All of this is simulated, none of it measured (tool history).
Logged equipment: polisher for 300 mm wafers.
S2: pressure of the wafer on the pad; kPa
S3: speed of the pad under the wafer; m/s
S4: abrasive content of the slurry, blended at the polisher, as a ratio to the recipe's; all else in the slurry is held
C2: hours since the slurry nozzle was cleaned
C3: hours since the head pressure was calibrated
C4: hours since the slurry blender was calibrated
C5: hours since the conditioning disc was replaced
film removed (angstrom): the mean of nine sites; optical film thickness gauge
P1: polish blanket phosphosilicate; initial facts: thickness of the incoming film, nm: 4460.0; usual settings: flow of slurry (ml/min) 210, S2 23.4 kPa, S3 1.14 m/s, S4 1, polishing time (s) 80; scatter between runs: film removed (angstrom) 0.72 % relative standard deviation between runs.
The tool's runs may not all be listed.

Run 1, day 0.4: flow of slurry (ml/min) 210, S2 23.4 kPa, S3 1.14 m/s, S4 1, polishing time (s) 80; wafers polished on this pad 441; C2 144.4; C3 264.7; C4 89.2; C5 121.5. Result: film removed (angstrom) 7798.2.
Run 2, day 0.908: flow of slurry (ml/min) 300, S2 23.4 kPa, S3 1.14 m/s, S4 1, polishing time (s) 80; wafers polished on this pad 610; C2 156.6; C3 276.9; C4 101.4; C5 133.7. Result: film removed (angstrom) 8210.8.
Run 3, day 1.221: flow of slurry (ml/min) 210, S2 23.4 kPa, S3 1.14 m/s, S4 1, polishing time (s) 80; wafers polished on this pad 714; C2 164.1; C3 284.4; C4 108.9; C5 141.2. Result: film removed (angstrom) 7845.1.
Run 4, day 1.792: flow of slurry (ml/min) 210, S2 23.4 kPa, S3 1.14 m/s, S4 1, polishing time (s) 80; wafers polished on this pad 904; C2 177.8; C3 298.1; C4 122.6; C5 154.9. Result: film removed (angstrom) 7952.3.
Run 5, day 2.246: flow of slurry (ml/min) 210, S2 35.9 kPa, S3 1.14 m/s, S4 1, polishing time (s) 80; wafers polished on this pad 1055; C2 188.7; C3 309; C4 133.5; C5 165.8. Result: film removed (angstrom) 12096.
At day 2.567: slurry nozzle cleaned.
Run 6, day 2.783: flow of slurry (ml/min) 210, S2 23.4 kPa, S3 1.56 m/s, S4 1, polishing time (s) 80; wafers polished on this pad 1233; C2 5.2; C3 321.9; C4 146.4; C5 178.7. Result: film removed (angstrom) 10134.
Run 7, day 3.05: flow of slurry (ml/min) 210, S2 23.4 kPa, S3 1.14 m/s, S4 0.55, polishing time (s) 80; wafers polished on this pad 1322; C2 11.6; C3 328.3; C4 152.8; C5 185.1. Result: film removed (angstrom) 5769.2.
Run 8, day 3.488: flow of slurry (ml/min) 210, S2 23.4 kPa, S3 1.14 m/s, S4 1.3, polishing time (s) 80; wafers polished on this pad 1467; C2 22.1; C3 338.8; C4 163.3; C5 195.6. Result: film removed (angstrom) 8743.1.
Run 9, day 3.904: flow of slurry (ml/min) 210, S2 23.4 kPa, S3 1.14 m/s, S4 1, polishing time (s) 80; wafers polished on this pad 1606; C2 32.1; C3 348.8; C4 173.3; C5 205.6. Result: film removed (angstrom) 7891.
Run 10, day 4.246: flow of slurry (ml/min) 210, S2 23.4 kPa, S3 1.14 m/s, S4 1, polishing time (s) 36; wafers polished on this pad 1720; C2 40.3; C3 357; C4 181.5; C5 213.8. Result: film removed (angstrom) 3558.7.
Run 11, day 4.704: flow of slurry (ml/min) 210, S2 12.4 kPa, S3 1.14 m/s, S4 1, polishing time (s) 80; wafers polished on this pad 1872; C2 51.3; C3 368; C4 192.5; C5 224.8. Result: film removed (angstrom) 4103.1.
Run 12, day 5.021: flow of slurry (ml/min) 125, S2 23.4 kPa, S3 1.14 m/s, S4 1, polishing time (s) 80; wafers polished on this pad 1977; C2 58.9; C3 375.6; C4 200.1; C5 232.4. Result: film removed (angstrom) 7277.1.
Run 13, day 5.579: flow of slurry (ml/min) 210, S2 23.4 kPa, S3 1.14 m/s, S4 1, polishing time (s) 122; wafers polished on this pad 2163; C2 72.3; C3 389; C4 213.5; C5 245.8. Result: film removed (angstrom) 12048.
Run 14, day 6.075: flow of slurry (ml/min) 210, S2 23.4 kPa, S3 0.82 m/s, S4 1, polishing time (s) 121; wafers polished on this pad 2328; C2 84.2; C3 400.9; C4 225.4; C5 257.7. Result: film removed (angstrom) 9182.1.
Run 15, day 6.383: flow of slurry (ml/min) 210, S2 23.4 kPa, S3 0.58 m/s, S4 1, polishing time (s) 80; wafers polished on this pad 2430; C2 91.6; C3 408.3; C4 232.8; C5 265.1. Result: film removed (angstrom) 4579.8.
Run 16, day 6.946: flow of slurry (ml/min) 210, S2 23.4 kPa, S3 1.14 m/s, S4 1, polishing time (s) 80; wafers polished on this pad 2617; C2 105.1; C3 421.8; C4 246.3; C5 278.6. Result: film removed (angstrom) 7833.8.
Run 17, day 7.262: flow of slurry (ml/min) 210, S2 23.4 kPa, S3 1.14 m/s, S4 1, polishing time (s) 80; wafers polished on this pad 2723; C2 112.7; C3 429.4; C4 253.9; C5 286.2. Result: film removed (angstrom) 7491.7.
Run 18, day 7.804: flow of slurry (ml/min) 210, S2 23.4 kPa, S3 1.14 m/s, S4 1, polishing time (s) 80; wafers polished on this pad 2903; C2 125.7; C3 442.4; C4 266.9; C5 299.2. Result: film removed (angstrom) 7220.2.

For run 19, what comes out?
At day 8.3: slurry nozzle cleaned.
Run 19, day 8.383: flow of slurry (ml/min) 210, S2 23.4 kPa, S3 1.14 m/s, S4 1, polishing time (s) 80; wafers polished on this pad 3095; C2 2.1; C3 456.3; C4 280.8; C5 313.1. Result: film removed (angstrom) ?.

Run 19 came out at film removed (angstrom) 6981.7.
